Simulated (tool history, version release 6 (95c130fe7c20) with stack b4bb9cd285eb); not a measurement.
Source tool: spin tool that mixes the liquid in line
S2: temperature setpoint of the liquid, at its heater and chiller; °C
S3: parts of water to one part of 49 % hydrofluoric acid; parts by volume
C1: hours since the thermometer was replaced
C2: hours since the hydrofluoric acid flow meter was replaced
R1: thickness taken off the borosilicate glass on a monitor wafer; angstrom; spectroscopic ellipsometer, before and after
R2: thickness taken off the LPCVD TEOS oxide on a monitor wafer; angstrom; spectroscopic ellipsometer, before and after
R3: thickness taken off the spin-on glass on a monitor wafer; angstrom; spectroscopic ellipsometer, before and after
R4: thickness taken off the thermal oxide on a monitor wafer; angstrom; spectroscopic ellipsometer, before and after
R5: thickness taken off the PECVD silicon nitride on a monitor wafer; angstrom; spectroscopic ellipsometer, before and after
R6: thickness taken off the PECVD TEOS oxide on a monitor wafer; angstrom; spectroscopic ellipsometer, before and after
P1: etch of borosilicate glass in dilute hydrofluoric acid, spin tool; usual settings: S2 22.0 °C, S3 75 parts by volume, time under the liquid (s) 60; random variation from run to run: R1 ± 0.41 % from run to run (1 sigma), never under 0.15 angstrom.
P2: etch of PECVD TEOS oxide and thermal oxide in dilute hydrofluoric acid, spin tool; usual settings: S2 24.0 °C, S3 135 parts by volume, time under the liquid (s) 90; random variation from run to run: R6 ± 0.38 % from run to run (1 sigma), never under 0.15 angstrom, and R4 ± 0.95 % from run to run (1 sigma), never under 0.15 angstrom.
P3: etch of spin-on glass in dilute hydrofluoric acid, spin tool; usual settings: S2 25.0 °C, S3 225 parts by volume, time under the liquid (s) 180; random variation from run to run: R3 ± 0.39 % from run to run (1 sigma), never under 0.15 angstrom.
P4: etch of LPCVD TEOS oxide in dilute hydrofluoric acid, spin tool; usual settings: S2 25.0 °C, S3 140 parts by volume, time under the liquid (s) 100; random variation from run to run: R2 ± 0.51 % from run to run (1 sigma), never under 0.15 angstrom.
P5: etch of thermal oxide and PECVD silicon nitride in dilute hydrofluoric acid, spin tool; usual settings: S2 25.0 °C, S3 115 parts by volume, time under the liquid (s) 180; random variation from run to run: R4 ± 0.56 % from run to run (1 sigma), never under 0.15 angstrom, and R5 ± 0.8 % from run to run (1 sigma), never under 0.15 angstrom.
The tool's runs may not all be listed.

{"run": 1, "hour": 15.3, "process that ran": "P1", "S2": 22.0, "S3": 75, "time under the liquid (s)": 60, "C1": 2000.2, "C2": 1442.1, "R1": 192.43}
{"run": 2, "hour": 29.3, "process that ran": "P4", "S2": 25.0, "S3": 245, "time under the liquid (s)": 100, "C1": 2014.2, "C2": 1456.1, "R2": 195.39}
{"run": 3, "hour": 44.4, "process that ran": "P4", "S2": 18.5, "S3": 140, "time under the liquid (s)": 100, "C1": 2029.3, "C2": 1471.2, "R2": 299.86}
{"run": 4, "hour": 58.0, "process that ran": "P3", "S2": 25.0, "S3": 225, "time under the liquid (s)": 180, "C1": 2042.9, "C2": 1484.8, "R3": 194.6}
{"run": 5, "hour": 75.5, "process that ran": "P1", "S2": 22.0, "S3": 75, "time under the liquid (s)": 20, "C1": 2060.4, "C2": 1502.3, "R1": 64.118}
{"run": 6, "hour": 92.9, "process that ran": "P4", "S2": 25.0, "S3": 140, "time under the liquid (s)": 100, "C1": 2077.8, "C2": 1519.7, "R2": 383.4}
{"run": 7, "hour": 110.2, "process that ran": "P1", "S2": 28.5, "S3": 120, "time under the liquid (s)": 60, "C1": 2095.1, "C2": 1537.0, "R1": 145.9}
{"run": 8, "hour": 123.5, "process that ran": "P5", "S2": 25.0, "S3": 115, "time under the liquid (s)": 180, "C1": 2108.4, "C2": 1550.3, "R4": 74.453, "R5": 32.458}
{"run": 9, "hour": 142.2, "process that ran": "P1", "S2": 18.0, "S3": 75, "time under the liquid (s)": 20, "C1": 2127.1, "C2": 1569.0, "R1": 54.473}
{"run": 10, "hour": 158.3, "process that ran": "P1", "S2": 22.0, "S3": 75, "time under the liquid (s)": 60, "C1": 2143.2, "C2": 1585.1, "R1": 191.45}
{"run": 11, "hour": 170.1, "process that ran": "P2", "S2": 24.0, "S3": 135, "time under the liquid (s)": 25, "C1": 2155.0, "C2": 1596.9, "R4": 8.0664, "R6": 25.395}
{"run": 12, "hour": 179.7, "process that ran": "P1", "S2": 22.0, "S3": 75, "time under the liquid (s)": 60, "C1": 2164.6, "C2": 1606.5, "R1": 191.16}
{"run": 13, "hour": 189.6, "process that ran": "P5", "S2": 20.5, "S3": 115, "time under the liquid (s)": 180, "C1": 2174.5, "C2": 1616.4, "R4": 62.434, "R5": 24.83}
{"run": 14, "hour": 208.2, "process that ran": "P2", "S2": 24.0, "S3": 135, "time under the liquid (s)": 90, "C1": 2193.1, "C2": 1635.0, "R4": 28.837, "R6": 90.577}
{"run": 15, "hour": 217.4, "process that ran": "P1", "S2": 22.0, "S3": 75, "time under the liquid (s)": 95, "C1": 2202.3, "C2": 1644.2, "R1": 303.84}
{"run": 16, "hour": 226.2, "process that ran": "P1", "S2": 22.0, "S3": 110, "time under the liquid (s)": 60, "C1": 2211.1, "C2": 1653.0, "R1": 124.76}
{"run": 17, "hour": 240.6, "process that ran": "P4", "S2": 25.0, "S3": 140, "time under the liquid (s)": 100, "C1": 2225.5, "C2": 1667.4, "R2": 384.61}
{"run": 18, "hour": 257.4, "process that ran": "P5", "S2": 25.0, "S3": 115, "time under the liquid (s)": 330, "C1": 2242.3, "C2": 1684.2, "R4": 137.8, "R5": 59.634}
{"run": 19, "hour": 276.2, "process that ran": "P1", "S2": 17.0, "S3": 75, "time under the liquid (s)": 60, "C1": 2261.1, "C2": 1703.0, "R1": 156.33}
{"run": 20, "hour": 293.6, "process that ran": "P1", "S2": 22.0, "S3": 75, "time under the liquid (s)": 60, "C1": 2278.5, "C2": 1720.4, "R1": 190.82}
{"run": 21, "hour": 310.3, "process that ran": "P2", "S2": 24.0, "S3": 20, "time under the liquid (s)": 90, "C1": 2295.2, "C2": 1737.1, "R4": 222.99, "R6": 712.62}
{"run": 22, "hour": 323.1, "process that ran": "P1", "S2": 29.5, "S3": 130, "time under the liquid (s)": 60, "C1": 2308.0, "C2": 1749.9, "R1": 137.64}
{"run": 23, "hour": 333.2, "process that ran": "P2", "S2": 17.0, "S3": 135, "time under the liquid (s)": 90, "C1": 2318.1, "C2": 1760.0, "R4": 21.836, "R6": 68.957}
{"run": 24, "hour": 351.4, "process that ran": "P1", "S2": 22.0, "S3": 40, "time under the liquid (s)": 60, "C1": 2336.3, "C2": 1778.2, "R1": 376.49}
{"run": 25, "hour": 365.1, "process that ran": "P2", "S2": 24.0, "S3": 135, "time under the liquid (s)": 90, "C1": 2350.0, "C2": 1791.9, "R4": 28.757, "R6": 91.66}
{"run": 26, "hour": 373.9, "process that ran": "P5", "S2": 25.0, "S3": 115, "time under the liquid (s)": 180, "C1": 2358.8, "C2": 1800.7, "R4": 74.356, "R5": 32.929}
{"run": 27, "hour": 385.1, "process that ran": "P3", "S2": 25.0, "S3": 225, "time under the liquid (s)": 180, "C1": 2370.0, "C2": 1811.9, "R3": 194.56}
{"run": 28, "hour": 395.9, "process that ran": "P4", "S2": 25.0, "S3": 140, "time under the liquid (s)": 155, "C1": 2380.8, "C2": 1822.7, "R2": 599.09}
{"run": 29, "hour": 404.3, "process that ran": "P3", "S2": 18.0, "S3": 225, "time under the liquid (s)": 180, "C1": 2389.2, "C2": 1831.1, "R3": 149.41}
{"run": 30, "hour": 420.5, "process that ran": "P1", "S2": 22.0, "S3": 75, "time under the liquid (s)": 60, "C1": 2405.4, "C2": 1847.3, "R1": 191.07}
{"run": 31, "hour": 433.4, "process that ran": "P3", "S2": 25.0, "S3": 225, "time under the liquid (s)": 80, "C1": 2418.3, "C2": 1860.2, "R3": 86.239}
{"run": 32, "hour": 449.8, "process that ran": "P3", "S2": 25.0, "S3": 115, "time under the liquid (s)": 180, "C1": 2434.7, "C2": 1876.6, "R3": 430.85}
{"run": 33, "hour": 460.4, "process that ran": "P5", "S2": 25.0, "S3": 210, "time under the liquid (s)": 180, "C1": 2445.3, "C2": 1887.2, "R4": 36.4, "R5": 17.984}
{"run": 34, "hour": 477.8, "process that ran": "P1", "S2": 28.5, "S3": 75, "time under the liquid (s)": 60, "C1": 2462.7, "C2": 1904.6, "R1": 248.19}
{"run": 35, "hour": 496.5, "process that ran": "P1", "S2": 22.0, "S3": 75, "time under the liquid (s)": 60, "C1": 2481.4, "C2": 1923.3, "R1": 191.22}
{"run": 36, "hour": 509.1, "process that ran": "P1", "S2": 22.0, "S3": 75, "time under the liquid (s)": 60, "C1": 2494.0, "C2": 1935.9, "R1": 188.3}
{"run": 37, "hour": 527.5, "process that ran": "P1", "S2": 22.0, "S3": 75, "time under the liquid (s)": 60, "C1": 2512.4, "C2": 1954.3, "R1": 184.81}
{"run": 38, "hour": 540.9, "process that ran": "P1", "S2": 22.0, "S3": 75, "time under the liquid (s)": 60, "C1": 2525.8, "C2": 1967.7, "R1": 183.36}
{"run": 39, "hour": 551.2, "process that ran": "P1", "S2": 22.0, "S3": 75, "time under the liquid (s)": 60, "C1": 2536.1, "C2": 1978.0, "R1": 183.17}
{"run": 40, "hour": 567.9, "process that ran": "P1", "S2": 22.0, "S3": 75, "time under the liquid (s)": 60, "C1": 2552.8, "C2": 1994.7, "R1": 181.19}
{"run": 41, "hour": 583.5, "process that ran": "P1", "S2": 22.0, "S3": 75, "time under the liquid (s)": 60, "C1": 2568.4, "C2": 2010.3, "R1": 182.12}
{"run": 42, "hour": 594.2, "process that ran": "P1", "S2": 22.0, "S3": 75, "time under the liquid (s)": 60, "C1": 2579.1, "C2": 2021.0, "R1": 181.32}
{"run": 43, "hour": 605.1, "process that ran": "P1", "S2": 22.0, "S3": 75, "time under the liquid (s)": 60, "C1": 2590.0, "C2": 2031.9, "R1": 182.49}
{"run": 44, "hour": 616.1, "process that ran": "P1", "S2": 22.0, "S3": 75, "time under the liquid (s)": 60, "C1": 2601.0, "C2": 2042.9, "R1": 180.75}
{"run": 45, "hour": 634.9, "process that ran": "P1", "S2": 22.0, "S3": 75, "time under the liquid (s)": 60, "C1": 2619.8, "C2": 2061.7, "R1": 179.45}
{"run": 46, "hour": 648.8, "process that ran": "P1", "S2": 22.0, "S3": 75, "time under the liquid (s)": 60, "C1": 2633.7, "C2": 2075.6, "R1": 178.61}

Something has made what P1 gives creep away from where it was; the 2 causes below, each at its own stated size, fit the log equally well:
A: liquid colder than its thermometer reads (K) = 1.5
B: hydrofluoric acid flow below the setpoint (%) = 5.49
The gradual shift began around hour 496.5.

Each of the check runs listed below is run on 3 wafers and reports their average, with the results left as question marks. Pick the one under which the possible causes would lead to clearly different results.
{"run": "check 1", "hour": 662.7, "process that ran": "P3", "S2": 18.5, "S3": 140, "time under the liquid (s)": 180, "R3": "?"}
{"run": "check 2", "hour": 662.7, "process that ran": "P5", "S2": 25.0, "S3": 195, "time under the liquid (s)": 295, "R4": "?", "R5": "?"}
{"run": "check 3", "hour": 662.7, "process that ran": "P2", "S2": 24.0, "S3": 25, "time under the liquid (s)": 90, "R4": "?", "R6": "?"}
{"run": "check 4", "hour": 662.7, "process that ran": "P4", "S2": 19.0, "S3": 140, "time under the liquid (s)": 100, "R2": "?"}

Outcome of each check run for each possible cause:
check=check_1 result=R3 if_A=249.730 if_B=248.910
check=check_2 result=R4 if_A=62.1210 if_B=61.2900
check=check_2 result=R5 if_A=29.023 if_B=30.167
check=check_3 result=R4 if_A=168.2400 if_B=169.1000
check=check_3 result=R6 if_A=531.510 if_B=534.210
check=check_4 result=R2 if_A=286.57 if_B=285.52
How far apart the two closest causes lie, in the result that separates them most: check 1 0.33 %; check 2 3.86 %; check 3 0.51 %; check 4 0.37 %
Of the check runs offered, only check 2 discriminates between the causes; the rest would read about the same regardless of which cause applies.

Then check 2 was run and gave: R4 62.1780 angstrom; R5 29.173 angstrom. Which cause is it?

A is the cause: liquid colder than its thermometer reads (K).
